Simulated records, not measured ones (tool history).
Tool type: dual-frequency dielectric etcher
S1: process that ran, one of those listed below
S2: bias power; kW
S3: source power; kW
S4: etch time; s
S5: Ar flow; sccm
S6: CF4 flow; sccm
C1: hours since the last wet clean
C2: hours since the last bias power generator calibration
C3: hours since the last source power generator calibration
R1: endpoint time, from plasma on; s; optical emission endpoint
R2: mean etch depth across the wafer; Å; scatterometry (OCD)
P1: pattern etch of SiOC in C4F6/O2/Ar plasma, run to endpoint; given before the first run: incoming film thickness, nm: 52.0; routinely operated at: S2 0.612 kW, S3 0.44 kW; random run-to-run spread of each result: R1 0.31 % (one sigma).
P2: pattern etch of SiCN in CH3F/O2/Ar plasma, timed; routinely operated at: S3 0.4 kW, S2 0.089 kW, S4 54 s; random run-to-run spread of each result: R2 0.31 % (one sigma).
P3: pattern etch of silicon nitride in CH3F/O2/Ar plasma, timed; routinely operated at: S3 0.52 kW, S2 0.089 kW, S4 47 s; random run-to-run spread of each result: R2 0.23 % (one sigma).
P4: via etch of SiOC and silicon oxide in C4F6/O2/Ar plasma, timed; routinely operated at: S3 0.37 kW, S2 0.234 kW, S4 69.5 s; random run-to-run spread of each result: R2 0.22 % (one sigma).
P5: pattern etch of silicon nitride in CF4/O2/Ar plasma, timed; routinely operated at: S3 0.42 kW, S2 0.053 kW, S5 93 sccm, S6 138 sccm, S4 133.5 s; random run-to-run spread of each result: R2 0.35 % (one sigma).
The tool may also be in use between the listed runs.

Run 1, day 0.462: S1 P1, S2 0.612 kW, S3 0.44 kW; C1 349.1; C2 827.7; C3 852.6. Result: R1 15.688 s.
Run 2, day 0.9: S1 P4, S2 0.314 kW, S3 0.37 kW, S4 69.5 s; C1 359.6; C2 838.2; C3 863.1. Result: R2 950.35 Å.
Run 3, day 1.25: S1 P2, S2 0.089 kW, S3 0.4 kW, S4 54 s; C1 368; C2 846.6; C3 871.5. Result: R2 219.39 Å.
Run 4, day 1.538: S1 P1, S2 0.458 kW, S3 0.55 kW; C1 374.9; C2 853.5; C3 878.4. Result: R1 16.145 s.
Run 5, day 1.971: S1 P5, S2 0.053 kW, S3 0.42 kW, S4 133.5 s, S5 93 sccm, S6 138 sccm; C1 385.3; C2 863.9; C3 888.8. Result: R2 2378.5 Å.
Run 6, day 2.267: S1 P2, S2 0.119 kW, S3 0.4 kW, S4 54 s; C1 392.4; C2 871; C3 895.9. Result: R2 245.47 Å.
Run 7, day 2.642: S1 P5, S2 0.053 kW, S3 0.42 kW, S4 133.5 s, S5 93 sccm, S6 138 sccm; C1 401.4; C2 880; C3 904.9. Result: R2 2382.4 Å.
Run 8, day 2.95: S1 P5, S2 0.053 kW, S3 0.58 kW, S4 133.5 s, S5 93 sccm, S6 138 sccm; C1 408.8; C2 887.4; C3 912.3. Result: R2 3172.8 Å.
Run 9, day 3.267: S1 P5, S2 0.053 kW, S3 0.42 kW, S4 188.5 s, S5 93 sccm, S6 138 sccm; C1 416.4; C2 895; C3 919.9. Result: R2 3375.2 Å.
Run 10, day 3.575: S1 P4, S2 0.234 kW, S3 0.37 kW, S4 100 s; C1 423.8; C2 902.4; C3 927.3. Result: R2 1234.8 Å.
Run 11, day 3.867: S1 P1, S2 0.612 kW, S3 0.44 kW; C1 430.8; C2 909.4; C3 934.3. Result: R1 15.793 s.
Run 12, day 4.125: S1 P4, S2 0.234 kW, S3 0.37 kW, S4 69.5 s; C1 437; C2 915.6; C3 940.5. Result: R2 855.72 Å.
Run 13, day 4.533: S1 P1, S2 0.612 kW, S3 0.44 kW; C1 446.8; C2 925.4; C3 950.3. Result: R1 15.797 s.
At day 4.596: source power generator calibrated.
Run 14, day 4.779: S1 P5, S2 0.053 kW, S3 0.42 kW, S4 133.5 s, S5 72 sccm, S6 138 sccm; C1 452.7; C2 931.3; C3 4.5. Result: R2 2430.2 Å.
Run 15, day 5.258: S1 P4, S2 0.234 kW, S3 0.5 kW, S4 69.5 s; C1 464.2; C2 942.8; C3 16. Result: R2 964.39 Å.
Run 16, day 5.521: S1 P1, S2 0.612 kW, S3 0.44 kW; C1 470.5; C2 949.1; C3 22.3. Result: R1 15.8 s.
Run 17, day 5.846: S1 P2, S2 0.089 kW, S3 0.4 kW, S4 54 s; C1 478.3; C2 956.9; C3 30.1. Result: R2 219.32 Å.
Run 18, day 6.312: S1 P5, S2 0.07 kW, S3 0.42 kW, S4 133.5 s, S5 93 sccm, S6 138 sccm; C1 489.5; C2 968.1; C3 41.3. Result: R2 2644.3 Å.
Run 19, day 6.692: S1 P1, S2 0.612 kW, S3 0.58 kW; C1 498.6; C2 977.2; C3 50.4. Result: R1 14.23 s.
Run 20, day 7.129: S1 P3, S2 0.053 kW, S3 0.52 kW, S4 47 s; C1 509.1; C2 987.7; C3 60.9. Result: R2 314.03 Å.
Run 21, day 7.462: S1 P5, S2 0.053 kW, S3 0.42 kW, S4 133.5 s, S5 93 sccm, S6 185 sccm; C1 517.1; C2 995.7; C3 68.9. Result: R2 2447.3 Å.
Run 22, day 7.875: S1 P3, S2 0.089 kW, S3 0.52 kW, S4 30.5 s; C1 527; C2 1005.6; C3 78.8. Result: R2 242.12 Å.
Run 23, day 8.179: S1 P2, S2 0.089 kW, S3 0.48 kW, S4 54 s; C1 534.3; C2 1012.9; C3 86.1. Result: R2 234.77 Å.
Run 24, day 8.429: S1 P3, S2 0.089 kW, S3 0.52 kW, S4 47 s; C1 540.3; C2 1018.9; C3 92.1. Result: R2 372.39 Å.
Run 25, day 8.758: S1 P1, S2 0.768 kW, S3 0.44 kW; C1 548.2; C2 1026.8; C3 100. Result: R1 14.42 s.
Run 26, day 9.029: S1 P1, S2 0.612 kW, S3 0.44 kW; C1 554.7; C2 1033.3; C3 106.5. Result: R1 15.722 s.
Run 27, day 9.35: S1 P2, S2 0.089 kW, S3 0.4 kW, S4 31 s; C1 562.4; C2 1041; C3 114.2. Result: R2 125.81 Å.
Run 28, day 9.729: S1 P1, S2 0.612 kW, S3 0.44 kW; C1 571.5; C2 1050.1; C3 123.3. Result: R1 15.659 s.
Run 29, day 10.212: S1 P1, S2 0.453 kW, S3 0.44 kW; C1 583.1; C2 1061.7; C3 134.9. Result: R1 17.586 s.
Run 30, day 10.508: S1 P3, S2 0.089 kW, S3 0.33 kW, S4 47 s; C1 590.2; C2 1068.8; C3 142. Result: R2 314.05 Å.
Run 31, day 10.942: S1 P1, S2 0.612 kW, S3 0.32 kW; C1 600.6; C2 1079.2; C3 152.4. Result: R1 17.713 s.
Run 32, day 11.329: S1 P1, S2 0.612 kW, S3 0.44 kW; C1 609.9; C2 1088.5; C3 161.7. Result: R1 15.744 s.
Run 33, day 11.629: S1 P1, S2 0.612 kW, S3 0.44 kW; C1 617.1; C2 1095.7; C3 168.9. Result: R1 15.7 s.
Run 34, day 12.033: S1 P1, S2 0.612 kW, S3 0.44 kW; C1 626.8; C2 1105.4; C3 178.6. Result: R1 15.569 s.
Run 35, day 12.496: S1 P1, S2 0.612 kW, S3 0.44 kW; C1 637.9; C2 1116.5; C3 189.7. Result: R1 15.587 s.
Run 36, day 12.808: S1 P1, S2 0.612 kW, S3 0.44 kW; C1 645.4; C2 1124; C3 197.2. Result: R1 15.477 s.
Run 37, day 13.146: S1 P1, S2 0.612 kW, S3 0.44 kW; C1 653.5; C2 1132.1; C3 205.3. Result: R1 15.519 s.
At day 13.267: wet clean of the chamber.
Run 38, day 13.367: S1 P1, S2 0.612 kW, S3 0.44 kW; C1 2.4; C2 1137.4; C3 210.6. Result: R1 15.597 s.
Run 39, day 13.696: S1 P1, S2 0.612 kW, S3 0.44 kW; C1 10.3; C2 1145.3; C3 218.5. Result: R1 15.562 s.
Run 40, day 14.092: S1 P1, S2 0.612 kW, S3 0.44 kW; C1 19.8; C2 1154.8; C3 228. Result: R1 15.503 s.
Run 41, day 14.317: S1 P1, S2 0.612 kW, S3 0.44 kW; C1 25.2; C2 1160.2; C3 233.4. Result: R1 15.49 s.
Run 42, day 14.775: S1 P1, S2 0.612 kW, S3 0.44 kW; C1 36.2; C2 1171.2; C3 244.4. Result: R1 15.505 s.

What does the tool deliver on the next run?
Run 43, day 15.146: S1 P1, S2 0.612 kW, S3 0.44 kW; C1 45.1; C2 1180.1; C3 253.3. Result: R1 ?.

R1: 15.44 s

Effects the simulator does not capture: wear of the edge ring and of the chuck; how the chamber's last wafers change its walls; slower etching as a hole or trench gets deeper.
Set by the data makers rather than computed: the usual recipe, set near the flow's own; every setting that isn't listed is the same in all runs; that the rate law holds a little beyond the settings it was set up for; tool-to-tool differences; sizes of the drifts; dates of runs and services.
